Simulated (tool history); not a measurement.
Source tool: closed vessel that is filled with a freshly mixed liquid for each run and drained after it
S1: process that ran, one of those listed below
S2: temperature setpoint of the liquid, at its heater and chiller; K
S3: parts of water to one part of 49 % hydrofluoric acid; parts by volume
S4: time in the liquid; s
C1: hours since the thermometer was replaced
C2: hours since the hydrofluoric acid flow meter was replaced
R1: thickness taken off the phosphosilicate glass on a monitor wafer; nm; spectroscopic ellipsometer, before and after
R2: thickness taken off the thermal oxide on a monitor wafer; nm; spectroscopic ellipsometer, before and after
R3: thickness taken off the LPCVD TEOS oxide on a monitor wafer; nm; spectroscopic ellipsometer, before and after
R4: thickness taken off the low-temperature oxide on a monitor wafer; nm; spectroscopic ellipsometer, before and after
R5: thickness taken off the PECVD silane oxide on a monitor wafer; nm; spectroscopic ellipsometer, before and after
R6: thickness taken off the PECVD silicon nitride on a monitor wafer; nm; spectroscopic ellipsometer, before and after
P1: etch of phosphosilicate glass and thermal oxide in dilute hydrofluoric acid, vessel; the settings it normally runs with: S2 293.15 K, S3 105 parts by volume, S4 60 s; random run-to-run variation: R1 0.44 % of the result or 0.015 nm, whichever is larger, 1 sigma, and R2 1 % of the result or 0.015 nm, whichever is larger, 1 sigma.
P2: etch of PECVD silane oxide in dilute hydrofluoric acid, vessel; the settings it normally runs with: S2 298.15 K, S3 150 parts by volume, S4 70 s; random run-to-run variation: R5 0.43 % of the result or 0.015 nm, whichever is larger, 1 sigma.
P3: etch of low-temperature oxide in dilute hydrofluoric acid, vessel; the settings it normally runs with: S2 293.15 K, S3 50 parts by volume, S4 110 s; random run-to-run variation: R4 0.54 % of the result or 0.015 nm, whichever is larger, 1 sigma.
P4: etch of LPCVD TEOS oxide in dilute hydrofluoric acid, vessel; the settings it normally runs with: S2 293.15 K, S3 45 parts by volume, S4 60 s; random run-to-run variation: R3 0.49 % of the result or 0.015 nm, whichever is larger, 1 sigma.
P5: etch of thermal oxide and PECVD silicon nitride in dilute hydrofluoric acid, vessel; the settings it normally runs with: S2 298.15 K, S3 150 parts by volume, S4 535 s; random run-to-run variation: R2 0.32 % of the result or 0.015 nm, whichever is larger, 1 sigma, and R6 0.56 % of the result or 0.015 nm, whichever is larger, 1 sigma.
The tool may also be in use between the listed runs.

run    day  S1      S2   S3   S4      C1     C2       R1       R2      R3      R4       R5       R6
  1  0.221  P1  293.15  105   60   928.5  828.8   48.168   2.2842
  2  0.496  P4  293.15   45   60   935.1  835.4                    52.828
  3  0.738  P1  293.15  105   60   940.9  841.2   48.151   2.2995
  4  0.996  P3  293.15   50  180   947.1  847.4                            35.692
  5  1.254  P2  290.15  150   70   953.3  853.6                                     8.2087
  6  1.396  P1  301.15  105   30   956.7  857.0   32.949   1.5377
  7  1.583  P1  290.15  105   60   961.2  861.5   42.278   1.9691
     1.646  -- hydrofluoric acid flow meter replaced
  8  1.838  P3  293.15   30  110   967.3    4.7                            37.616
  9  2.046  P2  298.15  150   35   972.3    9.7                                     5.6168
 10  2.229  P3  293.15   50  110   976.7   14.1                            21.837
 11  2.467  P1  293.15  105   60   982.4   19.8   47.960   2.2475
 12  2.646  P5  298.15  150  535   986.7   24.1           16.4450                            9.7044
 13  2.800  P1  293.15   40   60   990.4   27.8  135.400   6.4382
 14  3.042  P4  293.15   60   60   996.2   33.6                    38.630
 15  3.304  P1  290.15  140   60  1002.5   39.9   30.868   1.4387
 16  3.517  P4  293.15   45   90  1007.6   45.0                    78.498
 17  3.767  P2  298.15  265   70  1013.6   51.0                                     5.5452
 18  3.929  P1  290.15  105   30  1017.5   54.9   21.354   0.9996
 19  4.154  P1  293.15  105  115  1022.9   60.3   92.249   4.3301
 20  4.367  P5  298.15  150  535  1028.0   65.4           16.4560                            9.7938
 21  4.558  P5  293.15  150  535  1032.6   70.0           13.5520                            7.0375
 22  4.808  P1  293.15  105   60  1038.6   76.0   48.134   2.2719
 23  4.946  P1  293.15  180   60  1041.9   79.3   25.905   1.2209
 24  5.129  P1  298.65  105   60  1046.3   83.7   59.881   2.7860
 25  5.300  P5  298.15   55  535  1050.4   87.8           50.1530                           26.5080
 26  5.479  P1  293.15  105   60  1054.7   92.1   48.078   2.2532
 27  5.708  P1  293.15  105   60  1060.2   97.6   48.191   2.2396
 28  5.933  P4  301.15   45   60  1065.6  103.0                    73.558
 29  6.092  P5  298.15  150  190  1069.4  106.8            5.8207                            3.4693
 30  6.296  P2  298.15  150   70  1074.3  111.7                                    11.1520
 31  6.475  P3  293.15   50  110  1078.6  116.0                            22.100
 32  6.746  P2  298.15  150   70  1085.1  122.5                                    11.1470
 33  6.992  P3  301.65   50  110  1091.0  128.4                            30.913
 34  7.175  P1  293.15  105   35  1095.4  132.8   28.280   1.3089
 35  7.388  P1  293.15  105   60  1100.5  137.9   47.712   2.2285
 36  7.608  P1  293.15  105   60  1105.8  143.2   49.961   2.3266
 37  7.812  P1  293.15  105   60  1110.7  148.1   50.939   2.3286
 38  8.071  P1  293.15  105   60  1116.9  154.3   51.870   2.4280
 39  8.275  P1  293.15  105   60  1121.8  159.2   52.283   2.4027
 40  8.400  P1  293.15  105   60  1124.8  162.2   51.834   2.4047
 41  8.642  P1  293.15  105   60  1130.6  168.0   52.766   2.4637
 42  8.912  P1  293.15  105   60  1137.1  174.5   52.302   2.4695
 43  9.054  P1  293.15  105   60  1140.5  177.9   52.332   2.4612

The output of P1 has drifted from where it used to be. Each of the 2 causes below, taken at the size shown beside it, accounts for the log equally well:
A: hydrofluoric acid flow above the setpoint (%) = 8.03
B: liquid hotter than its thermometer reads (K) = 2.13
Onset of the creep was near day 7.388.

Consider the 4 single-wafer check runs listed below, results given as question marks: which one distinguishes between the causes by giving clearly different results for each?
check 1  9.196  P5  298.15  150  535               ?               ?
check 2  9.196  P4  293.15   45   60                   ?
check 3  9.196  P3  293.15   50  110                       ?
check 4  9.196  P2  298.15  150   70                           ?

How each check would come out, cause by cause:
  check  result     if A     if B
check 1      R2  18.0340  17.8430
check 1      R6  10.5410  11.1730
check 2      R3   57.046   57.556
check 3      R4   23.739   23.928
check 4      R5  12.2260  12.0960
Per check, the gap between the least separated pair of causes, taken in the result that splits them most: check 1 5.82 %; check 2 0.89 %; check 3 0.79 %; check 4 1.06 %
Check 1 distinguishes between the causes, while the remaining checks would return nearly the same result for all of them.

With check 1 done, the readings were: R2 17.8810 nm; R6 11.1450 nm. Identify which of the listed causes applies.

B is the cause: liquid hotter than its thermometer reads (K).
